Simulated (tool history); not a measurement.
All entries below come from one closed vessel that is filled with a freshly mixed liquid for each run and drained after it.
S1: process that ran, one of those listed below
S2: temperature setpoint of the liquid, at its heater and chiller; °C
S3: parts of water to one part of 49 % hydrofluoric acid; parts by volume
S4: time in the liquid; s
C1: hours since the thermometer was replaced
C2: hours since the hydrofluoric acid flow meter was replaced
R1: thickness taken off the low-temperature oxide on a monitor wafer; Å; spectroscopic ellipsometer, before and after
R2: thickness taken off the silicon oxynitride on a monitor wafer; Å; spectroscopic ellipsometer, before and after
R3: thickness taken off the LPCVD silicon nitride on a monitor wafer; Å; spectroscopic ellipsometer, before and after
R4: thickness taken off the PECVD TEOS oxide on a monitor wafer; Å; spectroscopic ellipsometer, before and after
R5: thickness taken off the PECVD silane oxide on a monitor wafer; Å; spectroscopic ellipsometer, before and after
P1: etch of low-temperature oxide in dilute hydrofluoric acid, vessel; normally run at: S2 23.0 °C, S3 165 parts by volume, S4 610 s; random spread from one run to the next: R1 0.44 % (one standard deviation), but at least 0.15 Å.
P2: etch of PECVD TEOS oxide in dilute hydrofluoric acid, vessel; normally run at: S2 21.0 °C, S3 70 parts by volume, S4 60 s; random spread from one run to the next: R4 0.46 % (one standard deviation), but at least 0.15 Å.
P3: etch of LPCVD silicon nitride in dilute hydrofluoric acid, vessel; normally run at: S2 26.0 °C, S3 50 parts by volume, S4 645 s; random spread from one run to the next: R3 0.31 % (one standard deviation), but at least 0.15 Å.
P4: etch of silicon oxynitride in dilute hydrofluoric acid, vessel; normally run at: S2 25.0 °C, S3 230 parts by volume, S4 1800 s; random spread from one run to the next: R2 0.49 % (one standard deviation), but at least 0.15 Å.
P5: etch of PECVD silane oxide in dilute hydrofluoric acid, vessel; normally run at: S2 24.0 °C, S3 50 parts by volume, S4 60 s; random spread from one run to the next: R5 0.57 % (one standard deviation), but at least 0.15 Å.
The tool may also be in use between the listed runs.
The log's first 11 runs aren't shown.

run    day  S1    S2   S3    S4     C1     C2       R1      R2      R3       R4      R5
 12  2.229  P1  23.0  165   610  399.0  706.3   487.71
 13  2.488  P5  28.0   50    60  405.2  712.5                                    515.80
 14  2.642  P1  29.0  165   610  408.9  716.2   608.77
 15  2.904  P2  21.0   70    30  415.2  722.5                            66.172
 16  3.167  P4  25.0  230  1800  421.5  728.8           107.21
 17  3.458  P1  29.5  165   900  428.5  735.8   925.78
 18  3.617  P4  25.0  100  1800  432.3  739.6           271.47
 19  3.862  P1  23.0  165   610  438.2  745.5   491.08
 20  4.029  P5  24.0   50    60  442.2  749.5                                    436.57
 21  4.254  P5  24.0   50   105  447.6  754.9                                    768.89
 22  4.542  P1  23.0   70   610  454.5  761.8  1296.60
     4.767  -- hydrofluoric acid flow meter replaced
 23  4.792  P3  26.0   85   645  460.5    0.6                   43.473
 24  5.042  P4  25.0  230  1800  466.5    6.6           107.29
 25  5.267  P2  21.0   30    60  471.9   12.0                           325.760
 26  5.496  P4  25.0  230  2625  477.4   17.5           158.31
 27  5.721  P2  17.0   70    60  482.8   22.9                           112.770
 28  5.962  P1  23.0  265   610  488.6   28.7   273.18
 29  6.225  P5  24.0   85    60  494.9   35.0                                    244.10
 30  6.412  P3  26.0   50   645  499.4   39.5                   74.099
 31  6.621  P1  23.0  165   610  504.4   44.5   488.01
 32  6.788  P1  23.0  165   610  508.4   48.5   483.18
 33  7.046  P1  23.0  165   610  514.6   54.7   474.43
 34  7.333  P1  23.0  165   610  521.5   61.6   467.09
 35  7.625  P1  23.0  165   610  528.5   68.6   460.70

Run 36 is up next; what results do you expect?
 36  7.846  P1  23.0  165  610  533.8  73.9   ?

R1: 463.27 Å
